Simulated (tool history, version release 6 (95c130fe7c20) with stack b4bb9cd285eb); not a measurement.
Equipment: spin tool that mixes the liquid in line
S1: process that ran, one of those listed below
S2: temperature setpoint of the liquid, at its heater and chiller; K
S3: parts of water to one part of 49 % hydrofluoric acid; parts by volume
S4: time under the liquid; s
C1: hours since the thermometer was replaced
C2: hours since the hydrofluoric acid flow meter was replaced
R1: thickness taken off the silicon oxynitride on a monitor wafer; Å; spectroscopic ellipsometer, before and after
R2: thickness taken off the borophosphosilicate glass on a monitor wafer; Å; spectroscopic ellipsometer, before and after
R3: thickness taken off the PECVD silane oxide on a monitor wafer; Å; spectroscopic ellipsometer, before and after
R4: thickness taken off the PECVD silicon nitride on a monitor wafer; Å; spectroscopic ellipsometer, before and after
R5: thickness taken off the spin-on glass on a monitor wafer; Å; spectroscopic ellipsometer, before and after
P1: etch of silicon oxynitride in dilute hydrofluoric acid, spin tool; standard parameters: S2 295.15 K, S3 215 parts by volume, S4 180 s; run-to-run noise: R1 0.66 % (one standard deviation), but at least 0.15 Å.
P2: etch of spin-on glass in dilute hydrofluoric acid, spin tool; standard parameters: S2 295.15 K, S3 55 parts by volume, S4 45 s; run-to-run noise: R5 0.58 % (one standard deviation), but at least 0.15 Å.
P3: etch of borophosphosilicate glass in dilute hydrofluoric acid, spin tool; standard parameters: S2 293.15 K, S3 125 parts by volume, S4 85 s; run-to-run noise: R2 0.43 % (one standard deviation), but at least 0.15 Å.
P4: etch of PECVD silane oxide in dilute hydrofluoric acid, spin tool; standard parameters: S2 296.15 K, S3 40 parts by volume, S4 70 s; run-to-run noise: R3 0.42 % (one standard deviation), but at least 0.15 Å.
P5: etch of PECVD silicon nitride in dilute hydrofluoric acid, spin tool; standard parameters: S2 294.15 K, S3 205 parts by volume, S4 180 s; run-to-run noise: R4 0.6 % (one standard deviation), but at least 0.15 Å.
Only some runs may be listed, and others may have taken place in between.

run   hour  S1      S2   S3   S4     C1     C2      R1      R2      R3      R4      R5
  1    6.1  P1  295.15  215  180  238.7  682.1  32.958
  2   12.3  P1  295.15  215  180  244.9  688.3  33.209
  3   17.7  P1  295.15  215  180  250.3  693.7   32.84
  4   22.1  P3  293.15   35   85  254.7  698.1          725.11
  5   26.1  P1  300.15  215  350  258.7  702.1  79.199
  6   31.5  P4  296.15   20   70  264.1  707.5                  556.49
  7   36.6  P1  295.15  330  330  269.2  712.6  36.787
  8   40.2  P1  291.15  215  180  272.8  716.2  27.203
  9   44.8  P5  294.15  205  180  277.4  720.8                          43.446
 10   51.3  P2  290.15   55   45  283.9  727.3                                  349.46
 11   56.2  P4  296.15   40   70  288.8  732.2                  271.77
 12     62  P5  298.15  205  180  294.6    738                          55.492
 13   68.1  P5  294.15  205  180  300.7  744.1                          42.808
 14   73.4  P5  294.15  205   25    306  749.4                          6.2007
 15     77  P4  296.15   40   70  309.6    753                  271.21
 16   84.3  P4  290.15   40   70  316.9  760.3                  208.77
 17   91.5  P1  295.15  385  180  324.1  767.5  16.387
 18   99.1  P3  300.15  125   85  331.7  775.1          240.37
 19  104.1  P3  293.15  125   85  336.7  780.1          183.32
 20  109.6  P2  295.15   80   45  342.2  785.6                                  288.88
 21  114.6  P5  294.15  110  180  347.2  790.6                          78.615
 22  120.5  P1  295.15  215  180  353.1  796.5  32.679
 23    128  P3  293.15  125   85  360.6    804          183.82
 24    136  P2  295.15   55   85  368.6    812                                  821.25
 25  141.2  P1  295.15  215  265  373.8  817.2  49.123
 26  147.8  P1  295.15  215   30  380.4  823.8  5.5998
 27  154.6  P1  295.15   55  180  387.2  830.6  143.43
 28  161.7  P1  300.15  215  180  394.3  837.7  40.701
 29  167.6  P2  295.15   55   45  400.2  843.6                                  433.57
 30  174.2  P3  293.15  125  145  406.8  850.2           313.7
 31  181.9  P1  295.15  215  180  414.5  857.9  33.237
 32  189.4  P1  290.15  125  180    422  865.4  47.427
 33  196.7  P4  296.15   40  135  429.3  872.7                  522.37
 34  203.2  P1  295.15  215  180  435.8  879.2  33.304
 35  209.2  P1  295.15  215  180  441.8  885.2   32.26
 36  216.7  P1  295.15  215  180  449.3  892.7   30.67
 37  223.1  P1  295.15  215  180  455.7  899.1  30.299
 38  227.1  P1  295.15  215  180  459.7  903.1  30.099
 39  233.9  P1  295.15  215  180  466.5  909.9  30.017
 40  239.1  P1  295.15  215  180  471.7  915.1  29.649
 41  244.3  P1  295.15  215  180  476.9  920.3  29.502
 42  248.1  P1  295.15  215  180  480.7  924.1  29.773
 43  254.5  P1  295.15  215  180  487.1  930.5  29.387
 44    260  P1  295.15  215  180  492.6    936  29.681
 45  265.4  P1  295.15  215  180    498  941.4  29.795

Compared with where it was, what P1 gives has crept away. Each cause listed below fits the log as well as the rest, at the size given for it:
A: hydrofluoric acid flow below the setpoint (%) = 9.12
B: liquid colder than its thermometer reads (K) = 2.42
Onset of the creep was near hour 203.2.

4 check runs are offered, one wafer each, their results left as question marks. Which one tells the causes apart?
check 1  270.8  P5  294.15  205  180                       ?
check 2  270.8  P2  295.15   55   45                           ?
check 3  270.8  P3  293.15  125   85               ?
check 4  270.8  P4  296.15   40   70                   ?

What each check would give under each cause:
  check  result    if A    if B
check 1      R4  38.935  36.464
check 2      R5  391.56  391.85
check 3      R2  164.58  166.24
check 4      R3  244.22  243.89
Per check, the gap between the least separated pair of causes, taken in the result that splits them most: check 1 6.56 %; check 2 0.08 %; check 3 1 %; check 4 0.13 %
Check 1 is the one run that separates the causes; every other check would come out nearly the same whichever cause is at work.

Then check 1 was run and gave: R4 36.801 Å. Which cause is it?

The correct cause is B, namely: liquid colder than its thermometer reads (K).

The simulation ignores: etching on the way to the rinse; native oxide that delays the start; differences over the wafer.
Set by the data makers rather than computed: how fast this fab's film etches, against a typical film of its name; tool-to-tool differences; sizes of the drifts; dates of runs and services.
